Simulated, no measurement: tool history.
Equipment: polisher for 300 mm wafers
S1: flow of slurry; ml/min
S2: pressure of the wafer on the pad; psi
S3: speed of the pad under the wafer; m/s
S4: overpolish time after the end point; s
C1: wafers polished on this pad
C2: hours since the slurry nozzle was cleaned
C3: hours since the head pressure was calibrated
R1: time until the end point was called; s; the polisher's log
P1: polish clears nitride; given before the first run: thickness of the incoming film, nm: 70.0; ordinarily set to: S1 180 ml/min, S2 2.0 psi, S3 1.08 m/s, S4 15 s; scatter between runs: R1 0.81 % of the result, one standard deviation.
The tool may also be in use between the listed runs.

run   hour   S1   S2    S3  S4    C1     C2     C3       R1
  1   16.6  180  2.0  1.08  15   903  220.5  250.1  114.520
  2   27.7  290  2.0  1.08  15   998  231.6  261.2  107.360
  3   38.9  275  2.0  1.08  22  1094  242.8  272.4  106.510
  4   55.3  115  2.0  1.44  15  1235  259.2  288.8   92.940
  5   69.4  180  2.0  1.08  15  1356  273.3  302.9  113.290
  6   84.9  180  2.0  1.08  15  1489  288.8  318.4  113.110
  7   95.0  180  2.0  1.08  29  1576  298.9  328.5  113.140
  8  112.4  130  1.1  1.08  15  1726  316.3  345.9  216.680
  9  125.9  180  2.0  1.54  15  1842  329.8  359.4   80.727
 10  137.0  180  2.0  1.08  15  1937  340.9  370.5  112.140
 11  149.7  180  0.9  1.08  15  2046  353.6  383.2  251.700
 12  162.9  180  2.0  0.48  15  2159  366.8  396.4  255.580
 13  175.8  180  2.0  1.08  15  2270  379.7  409.3  112.630
     179.9  -- head pressure recalibrated
 14  189.5  180  2.0  1.08  15  2388  393.4    9.7  113.510
 15  202.5  180  2.6  1.08  15  2499  406.4   22.7   87.742
 16  214.4  115  2.0  1.08  15  2601  418.3   34.6  119.990
 17  223.9  180  2.0  1.08   5  2683  427.8   44.1  114.050
 18  232.2  180  2.0  1.08  15  2754  436.1   52.4  113.120
 19  241.1  180  2.0  1.08  15  2831  445.0   61.3  114.200
 20  249.7  180  2.0  1.08  15  2905  453.6   69.9  119.700
 21  258.9  180  2.0  1.08  15  2984  462.8   79.1  120.770
 22  272.6  180  2.0  1.08  15  3101  476.5   92.8  123.090
     281.9  -- head pressure recalibrated
 23  282.3  180  2.0  1.08  15  3185  486.2    0.5  122.400
 24  291.0  180  2.0  1.08  15  3259  494.9    9.2  124.880
 25  303.8  180  2.0  1.08  15  3369  507.7   22.0  122.260
 26  315.0  180  2.0  1.08  15  3465  518.9   33.2  124.460

Compared with where it was, what P1 gives has crept away. Each cause listed below fits the log as well as the rest, at the size given for it:
A: slurry flow missing at the pad, % = 38.6
B: removal rate lost through wear of the pad, % = 8.59
Creep in the process output first set in at about hour 232.2.
Other possible causes, and why each is ruled out:
head's pressure below its setpoint, %: serviced at hour 281.9, which brought nothing back

You are offered 4 check runs, listed below with question marks in place of their results; each one averages 3 wafers. Which run separates the listed causes by giving clearly different results for each?
check 1  326.2  180  2.0  0.86  15               ?
check 2  326.2  180  2.0  1.08  22               ?
check 3  326.2  180  2.0  1.08  10               ?
check 4  326.2  125  2.0  1.08  15               ?

Expected result of each check under each candidate cause:
  check  result     if A     if B
check 1      R1  155.550  155.550
check 2      R1  123.860  123.870
check 3      R1  123.860  123.870
check 4      R1  136.600  131.950
How far apart the two closest causes lie, in the result that separates them most: check 1 0 %; check 2 0 %; check 3 0 %; check 4 3.46 %
Check 4 tells the causes apart: in the others they would give nearly the same result.

With check 4 done, the readings were: R1 132.230 s. Identify which of the listed causes applies.

It was cause B: removal rate lost through wear of the pad, %.
